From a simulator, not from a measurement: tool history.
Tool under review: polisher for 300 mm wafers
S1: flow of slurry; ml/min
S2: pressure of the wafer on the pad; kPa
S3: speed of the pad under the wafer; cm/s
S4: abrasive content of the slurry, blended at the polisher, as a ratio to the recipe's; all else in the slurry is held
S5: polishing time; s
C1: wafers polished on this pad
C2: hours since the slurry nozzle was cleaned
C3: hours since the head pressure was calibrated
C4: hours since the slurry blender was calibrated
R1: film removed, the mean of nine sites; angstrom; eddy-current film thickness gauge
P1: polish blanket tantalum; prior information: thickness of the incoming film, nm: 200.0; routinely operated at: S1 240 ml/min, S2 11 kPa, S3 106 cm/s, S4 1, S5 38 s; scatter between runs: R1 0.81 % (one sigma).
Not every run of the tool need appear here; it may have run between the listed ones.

| run | hour | S1 | S2 | S3 | S4 | S5 | C1 | C2 | C3 | C4 | R1 |
|---|---|---|---|---|---|---|---|---|---|---|---|
| 1 | 4.7 | 240 | 11 | 106 | 1 | 38 | 540 | 442.2 | 458.3 | 184.5 | 456.07 |
| 2 | 12.4 | 240 | 14.5 | 106 | 1 | 55 | 610 | 449.9 | 466 | 192.2 | 867.82 |
| 3 | 19.4 | 240 | 11 | 106 | 1 | 17 | 674 | 456.9 | 473 | 199.2 | 203.35 |
| 4 | 27.7 | 240 | 11 | 106 | 0.55 | 38 | 750 | 465.2 | 481.3 | 207.5 | 366.6 |
| 5 | 34.1 | 240 | 11 | 106 | 1.3 | 38 | 808 | 471.6 | 487.7 | 213.9 | 487.28 |
| 6 | 42 | 240 | 11 | 106 | 1 | 59 | 880 | 479.5 | 495.6 | 221.8 | 705.97 |
| 7 | 50.1 | 240 | 11 | 106 | 1 | 38 | 954 | 487.6 | 503.7 | 229.9 | 453.54 |
| 8 | 55 | 240 | 11 | 164 | 1 | 38 | 998 | 492.5 | 508.6 | 234.8 | 707.26 |
| 9 | 61.6 | 180 | 11 | 160 | 1 | 38 | 1058 | 499.1 | 515.2 | 241.4 | 661.32 |
| 10 | 66 | 240 | 15.9 | 106 | 1 | 38 | 1098 | 503.5 | 519.6 | 245.8 | 660.22 |
| 11 | 72.8 | 240 | 11 | 106 | 1 | 38 | 1160 | 510.3 | 526.4 | 252.6 | 449.28 |
| 12 | 78.9 | 160 | 11 | 106 | 1.2 | 38 | 1216 | 516.4 | 532.5 | 258.7 | 451.58 |
| 13 | 84.9 | 240 | 11 | 48 | 1 | 38 | 1270 | 522.4 | 538.5 | 264.7 | 207.89 |
| 14 | 91.1 | 240 | 6.2 | 106 | 1 | 38 | 1327 | 528.6 | 544.7 | 270.9 | 259.01 |
| 15 | 98.7 | 240 | 11 | 106 | 1 | 38 | 1396 | 536.2 | 552.3 | 278.5 | 453.49 |
| 16 | 102.7 | 240 | 11 | 106 | 1 | 38 | 1433 | 540.2 | 556.3 | 282.5 | 453.91 |
| 17 | 107.6 | 145 | 11 | 106 | 1 | 38 | 1477 | 545.1 | 561.2 | 287.4 | 423 |
| 18 | 112.4 | 365 | 11 | 106 | 1 | 38 | 1521 | 549.9 | 566 | 292.2 | 471.89 |
| 19 | 119.6 | 240 | 11 | 106 | 1 | 38 | 1586 | 557.1 | 573.2 | 299.4 | 457.59 |
| 20 | 126.1 | 240 | 11 | 106 | 1 | 38 | 1646 | 563.6 | 579.7 | 305.9 | 454 |
| 21 | 134.4 | 240 | 11 | 106 | 1 | 38 | 1721 | 571.9 | 588 | 314.2 | 436.73 |
| 22 | 139.3 | 240 | 11 | 106 | 1 | 38 | 1766 | 576.8 | 592.9 | 319.1 | 428.26 |
|  | 141.6 | slurry nozzle cleaned |
|  | 143.1 | worn pad replaced by a new one |
| 23 | 143.2 | 240 | 11 | 106 | 1 | 38 | 1 | 1.7 | 596.8 | 323 | 426.82 |
| 24 | 150.6 | 240 | 11 | 106 | 1 | 38 | 68 | 9.1 | 604.2 | 330.4 | 427.05 |
| 25 | 157.1 | 240 | 11 | 106 | 1 | 38 | 127 | 15.6 | 610.7 | 336.9 | 418.7 |
| 26 | 164.1 | 240 | 11 | 106 | 1 | 38 | 191 | 22.6 | 617.7 | 343.9 | 416.81 |

P1 no longer gives what it gave before; its output has crept away from where it was. The following 2 causes, each at its listed size, fit the log equally well:
A: abrasive missing from the slurry, % = 23
B: head's pressure below its setpoint, % = 7.87
The gradual shift began around hour 126.1.
All other causes, with the reason each is excluded:
removal rate lost through wear of the pad, %: serviced at hour 143.1, after the drift had started, without restoring the earlier output
slurry flow missing at the pad, %: serviced at hour 141.6, after the drift had started, without restoring the earlier output

Below are 4 check runs, each averaged over 5 wafers, with their results shown as question marks. Which of them would give clearly different results depending on which cause is behind the drift?
| check 1 | 171.1 | 165 | 11 | 106 | 1 | 21 |  |  |  |  | ? |
| check 2 | 171.1 | 175 | 11 | 142 | 1 | 38 |  |  |  |  | ? |
| check 3 | 171.1 | 240 | 11 | 106 | 0.65 | 38 |  |  |  |  | ? |
| check 4 | 171.1 | 240 | 11 | 48 | 1 | 26 |  |  |  |  | ? |

Check results expected under each cause:
| check | result | if A | if B |
|---|---|---|---|
| check 1 | R1 | 221.07 | 221.06 |
| check 2 | R1 | 540.76 | 540.72 |
| check 3 | R1 | 355.09 | 364.37 |
| check 4 | R1 | 130.27 | 130.26 |
How far apart the two closest causes lie, in the result that separates them most: check 1 0.01 %; check 2 0.01 %; check 3 2.58 %; check 4 0.01 %
The causes can be told apart only by check 3. The other checks would give nearly the same results under each of them.

Check 3 has now been run. It gave: R1 356 angstrom. Which of the candidate causes is it?

It was cause A: abrasive missing from the slurry, %.

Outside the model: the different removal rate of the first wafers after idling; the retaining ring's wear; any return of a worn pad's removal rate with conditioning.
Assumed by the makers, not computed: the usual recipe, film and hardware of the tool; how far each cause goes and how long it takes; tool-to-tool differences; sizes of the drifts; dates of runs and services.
